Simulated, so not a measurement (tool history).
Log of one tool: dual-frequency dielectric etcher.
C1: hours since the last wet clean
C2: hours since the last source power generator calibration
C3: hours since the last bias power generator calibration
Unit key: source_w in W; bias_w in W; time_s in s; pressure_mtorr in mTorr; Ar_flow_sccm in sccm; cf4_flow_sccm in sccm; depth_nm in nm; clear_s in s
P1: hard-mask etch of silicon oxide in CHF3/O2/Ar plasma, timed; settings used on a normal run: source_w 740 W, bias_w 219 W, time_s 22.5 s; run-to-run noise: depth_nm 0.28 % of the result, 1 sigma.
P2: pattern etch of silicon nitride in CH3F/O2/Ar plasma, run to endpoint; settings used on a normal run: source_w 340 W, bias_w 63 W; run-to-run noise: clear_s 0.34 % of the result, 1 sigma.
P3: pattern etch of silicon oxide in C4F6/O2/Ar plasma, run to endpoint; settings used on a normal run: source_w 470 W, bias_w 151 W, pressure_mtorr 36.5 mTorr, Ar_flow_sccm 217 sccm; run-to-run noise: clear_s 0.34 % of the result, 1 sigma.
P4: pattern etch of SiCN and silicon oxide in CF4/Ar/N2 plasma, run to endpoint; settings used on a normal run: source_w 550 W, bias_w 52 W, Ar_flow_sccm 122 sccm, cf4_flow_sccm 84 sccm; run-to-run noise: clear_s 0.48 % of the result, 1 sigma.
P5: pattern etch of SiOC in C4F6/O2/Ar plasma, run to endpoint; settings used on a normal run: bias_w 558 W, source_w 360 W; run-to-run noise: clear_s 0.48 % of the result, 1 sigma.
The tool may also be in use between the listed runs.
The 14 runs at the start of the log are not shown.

run 15 hour=50.7 | process=P5 source_w=360 bias_w=558 | C1=38.1 C2=1368.0 C3=1281.6 | clear_s=12.637
run 16 hour=55.0 | process=P1 source_w=740 bias_w=165 time_s=22.5 | C1=42.4 C2=1372.3 C3=1285.9 | depth_nm=47.019
run 17 hour=57.5 | process=P1 source_w=740 bias_w=219 time_s=30.5 | C1=44.9 C2=1374.8 C3=1288.4 | depth_nm=70.244
run 18 hour=60.5 | process=P1 source_w=740 bias_w=298 time_s=22.5 | C1=47.9 C2=1377.8 C3=1291.4 | depth_nm=57.603
run 19 hour=64.5 | process=P2 source_w=210 bias_w=63 | C1=51.9 C2=1381.8 C3=1295.4 | clear_s=54.067
run 20 hour=66.8 | process=P2 source_w=340 bias_w=63 | C1=54.2 C2=1384.1 C3=1297.7 | clear_s=45.213
run 21 hour=70.5 | process=P4 source_w=550 bias_w=52 Ar_flow_sccm=122 cf4_flow_sccm=84 | C1=57.9 C2=1387.8 C3=1301.4 | clear_s=16.468
run 22 hour=73.1 | process=P1 source_w=740 bias_w=219 time_s=22.5 | C1=60.5 C2=1390.4 C3=1304.0 | depth_nm=51.745
run 23 hour=76.0 | process=P1 source_w=950 bias_w=287 time_s=22.5 | C1=63.4 C2=1393.3 C3=1306.9 | depth_nm=62.560
run 24 hour=79.4 | process=P1 source_w=740 bias_w=219 time_s=22.5 | C1=66.8 C2=1396.7 C3=1310.3 | depth_nm=51.807
-- hour=79.6 source power generator calibrated
run 25 hour=82.2 | process=P1 source_w=740 bias_w=219 time_s=14.5 | C1=69.6 C2=2.6 C3=1313.1 | depth_nm=33.331
run 26 hour=85.2 | process=P4 source_w=390 bias_w=52 Ar_flow_sccm=122 cf4_flow_sccm=84 | C1=72.6 C2=5.6 C3=1316.1 | clear_s=22.344
run 27 hour=89.6 | process=P1 source_w=590 bias_w=219 time_s=29.0 | C1=77.0 C2=10.0 C3=1320.5 | depth_nm=61.504
run 28 hour=92.4 | process=P2 source_w=340 bias_w=63 | C1=79.8 C2=12.8 C3=1323.3 | clear_s=45.129
run 29 hour=95.1 | process=P4 source_w=550 bias_w=62 Ar_flow_sccm=122 cf4_flow_sccm=84 | C1=82.5 C2=15.5 C3=1326.0 | clear_s=15.666
run 30 hour=97.8 | process=P3 source_w=470 bias_w=186 pressure_mtorr=36.5 Ar_flow_sccm=217 | C1=85.2 C2=18.2 C3=1328.7 | clear_s=11.929
run 31 hour=100.2 | process=P1 source_w=740 bias_w=219 time_s=22.5 | C1=87.6 C2=20.6 C3=1331.1 | depth_nm=51.936
run 32 hour=103.8 | process=P3 source_w=470 bias_w=151 pressure_mtorr=36.5 Ar_flow_sccm=217 | C1=91.2 C2=24.2 C3=1334.7 | clear_s=12.636
run 33 hour=107.1 | process=P5 source_w=280 bias_w=558 | C1=94.5 C2=27.5 C3=1338.0 | clear_s=13.849
run 34 hour=111.3 | process=P4 source_w=550 bias_w=52 Ar_flow_sccm=122 cf4_flow_sccm=69 | C1=98.7 C2=31.7 C3=1342.2 | clear_s=17.077
run 35 hour=115.3 | process=P1 source_w=740 bias_w=219 time_s=22.5 | C1=102.7 C2=35.7 C3=1346.2 | depth_nm=51.738
run 36 hour=118.9 | process=P1 source_w=740 bias_w=219 time_s=22.5 | C1=106.3 C2=39.3 C3=1349.8 | depth_nm=51.349
run 37 hour=122.8 | process=P1 source_w=740 bias_w=219 time_s=22.5 | C1=110.2 C2=43.2 C3=1353.7 | depth_nm=51.236
-- hour=123.0 wet clean of the chamber
run 38 hour=125.9 | process=P1 source_w=740 bias_w=219 time_s=22.5 | C1=2.9 C2=46.3 C3=1356.8 | depth_nm=51.181
run 39 hour=129.0 | process=P1 source_w=740 bias_w=219 time_s=22.5 | C1=6.0 C2=49.4 C3=1359.9 | depth_nm=51.158

Run 40 comes next. What will it give?
run 40 hour=132.8 | process=P1 source_w=740 bias_w=219 time_s=22.5 | C1=9.8 C2=53.2 C3=1363.7 | depth_nm=?

Run 40 gave depth_nm 51.397 nm.
